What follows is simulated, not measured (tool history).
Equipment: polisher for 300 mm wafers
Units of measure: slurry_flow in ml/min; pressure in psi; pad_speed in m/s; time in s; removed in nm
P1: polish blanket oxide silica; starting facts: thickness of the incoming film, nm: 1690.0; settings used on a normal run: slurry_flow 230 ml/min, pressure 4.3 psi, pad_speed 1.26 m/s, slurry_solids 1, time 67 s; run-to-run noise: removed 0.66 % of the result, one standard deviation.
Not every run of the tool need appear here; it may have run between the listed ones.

run,hour,slurry_flow,pressure,pad_speed,slurry_solids,time,removed
1,5,230,4.3,1.26,1,67,280.74
2,10.1,230,4.3,1.26,1,35,146.48
3,15.7,230,6.2,1.26,1,67,401.76
4,19.8,230,4.3,1.26,1,67,282.13
5,23.5,140,3.3,1.26,1,67,198.12
6,28.5,230,4.3,1.26,1,67,282.76
7,34.1,230,4.3,1.26,1,84,350.93
8,38.8,230,4.3,1.26,0.8,51,190.84
9,43.2,140,4.3,1.26,1,67,259.94
10,49.3,230,4.3,1.64,1,67,344.52
11,54.5,230,4.3,1.26,1.45,67,329.66
12,59.8,230,4.3,1.26,0.5,67,192.69
13,64.3,230,4.3,0.56,1,67,145.57
# hour 65.6: slurry blender recalibrated
14,67.6,230,4.3,1.26,1,67,281.27
15,72.5,230,4.3,1.26,1,67,277.61
16,77.7,360,4.3,1.26,1,67,294.31
# hour 78.5: conditioning disc replaced and pad reconditioned
17,82.1,230,2.1,1.26,1,67,137.39
18,85.2,230,4.3,1.26,1,67,279.14
19,88.9,230,4.3,1.26,1,67,278.07
20,94.5,230,4.3,1.26,1,67,269.11
21,98.9,230,4.3,1.26,1,67,262.53
22,104.4,230,4.3,1.26,1,67,253.67
23,110.8,230,4.3,1.26,1,67,252.3
# hour 115.3: head pressure recalibrated
# hour 115.5: conditioning disc replaced and pad reconditioned
# hour 116: slurry nozzle cleaned
24,117.4,230,4.3,1.26,1,67,248.75

The next listed run, before its measurement:
25,124,230,4.3,1.26,1,67,?

Run 25 produced removed 248.47 nm.
